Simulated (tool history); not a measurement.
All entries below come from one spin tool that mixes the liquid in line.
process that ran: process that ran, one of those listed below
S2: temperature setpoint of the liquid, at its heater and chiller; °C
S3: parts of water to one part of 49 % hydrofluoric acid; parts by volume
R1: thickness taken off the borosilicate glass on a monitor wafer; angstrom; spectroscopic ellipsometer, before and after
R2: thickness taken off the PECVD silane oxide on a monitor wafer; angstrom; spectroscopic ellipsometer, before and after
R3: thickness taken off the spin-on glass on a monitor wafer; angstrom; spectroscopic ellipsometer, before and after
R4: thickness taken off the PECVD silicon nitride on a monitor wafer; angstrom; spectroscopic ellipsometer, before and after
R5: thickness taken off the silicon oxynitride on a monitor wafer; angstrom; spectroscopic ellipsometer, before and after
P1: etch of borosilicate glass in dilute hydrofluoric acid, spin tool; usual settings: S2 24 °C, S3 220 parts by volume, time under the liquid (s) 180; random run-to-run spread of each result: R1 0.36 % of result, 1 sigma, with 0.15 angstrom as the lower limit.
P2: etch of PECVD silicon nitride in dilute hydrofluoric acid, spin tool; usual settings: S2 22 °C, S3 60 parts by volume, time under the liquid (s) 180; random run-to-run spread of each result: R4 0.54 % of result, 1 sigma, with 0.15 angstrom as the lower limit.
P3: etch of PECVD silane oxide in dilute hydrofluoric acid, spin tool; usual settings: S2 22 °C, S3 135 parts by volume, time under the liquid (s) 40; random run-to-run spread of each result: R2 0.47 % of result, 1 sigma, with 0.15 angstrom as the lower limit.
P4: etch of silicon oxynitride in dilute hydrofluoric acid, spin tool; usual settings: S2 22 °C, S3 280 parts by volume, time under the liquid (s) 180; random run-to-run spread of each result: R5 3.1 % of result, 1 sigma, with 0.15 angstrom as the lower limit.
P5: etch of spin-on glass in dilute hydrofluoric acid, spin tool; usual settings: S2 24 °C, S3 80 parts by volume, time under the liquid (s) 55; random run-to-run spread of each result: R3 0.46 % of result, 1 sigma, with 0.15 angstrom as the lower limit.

run 1 day=0.321 | process_that_ran=P1 S2=24 S3=220 time_under_the_liquid_(s)=180 | R1=214.23
run 2 day=0.696 | process_that_ran=P1 S2=24 S3=220 time_under_the_liquid_(s)=180 | R1=215.7
run 3 day=1.138 | process_that_ran=P3 S2=26 S3=135 time_under_the_liquid_(s)=40 | R2=77.505
run 4 day=1.483 | process_that_ran=P1 S2=24 S3=220 time_under_the_liquid_(s)=180 | R1=215.01
run 5 day=1.8 | process_that_ran=P5 S2=31.5 S3=80 time_under_the_liquid_(s)=55 | R3=274.61
run 6 day=2.262 | process_that_ran=P1 S2=24 S3=75 time_under_the_liquid_(s)=180 | R1=743.4
run 7 day=2.604 | process_that_ran=P1 S2=17 S3=220 time_under_the_liquid_(s)=180 | R1=164.37
run 8 day=3.125 | process_that_ran=P2 S2=29 S3=60 time_under_the_liquid_(s)=180 | R4=119.35
run 9 day=3.596 | process_that_ran=P2 S2=22 S3=60 time_under_the_liquid_(s)=325 | R4=134.66
run 10 day=3.942 | process_that_ran=P4 S2=22 S3=280 time_under_the_liquid_(s)=180 | R5=7.7476
run 11 day=4.45 | process_that_ran=P3 S2=22 S3=190 time_under_the_liquid_(s)=40 | R2=44.296
run 12 day=4.767 | process_that_ran=P4 S2=29.5 S3=280 time_under_the_liquid_(s)=180 | R5=10.277
run 13 day=5.054 | process_that_ran=P1 S2=24 S3=220 time_under_the_liquid_(s)=40 | R1=47.761
-- day=5.488 thermometer replaced
run 14 day=5.55 | process_that_ran=P5 S2=24 S3=80 time_under_the_liquid_(s)=55 | R3=204.35
run 15 day=5.788 | process_that_ran=P3 S2=22 S3=135 time_under_the_liquid_(s)=40 | R2=65.212
run 16 day=6.158 | process_that_ran=P3 S2=22 S3=135 time_under_the_liquid_(s)=40 | R2=65.623
run 17 day=6.612 | process_that_ran=P5 S2=24 S3=80 time_under_the_liquid_(s)=55 | R3=204.68
run 18 day=7.008 | process_that_ran=P2 S2=22 S3=60 time_under_the_liquid_(s)=180 | R4=75.189
run 19 day=7.317 | process_that_ran=P2 S2=22 S3=60 time_under_the_liquid_(s)=180 | R4=74.031
run 20 day=7.754 | process_that_ran=P4 S2=22 S3=280 time_under_the_liquid_(s)=60 | R5=2.4242
run 21 day=8.1 | process_that_ran=P4 S2=22 S3=420 time_under_the_liquid_(s)=180 | R5=4.747
run 22 day=8.508 | process_that_ran=P1 S2=29 S3=220 time_under_the_liquid_(s)=180 | R1=255.78

Predict the results of run 23:
run 23 day=8.788 | process_that_ran=P1 S2=24 S3=330 time_under_the_liquid_(s)=180 | R1=?

Run 23 yielded R1 128.84 angstrom.

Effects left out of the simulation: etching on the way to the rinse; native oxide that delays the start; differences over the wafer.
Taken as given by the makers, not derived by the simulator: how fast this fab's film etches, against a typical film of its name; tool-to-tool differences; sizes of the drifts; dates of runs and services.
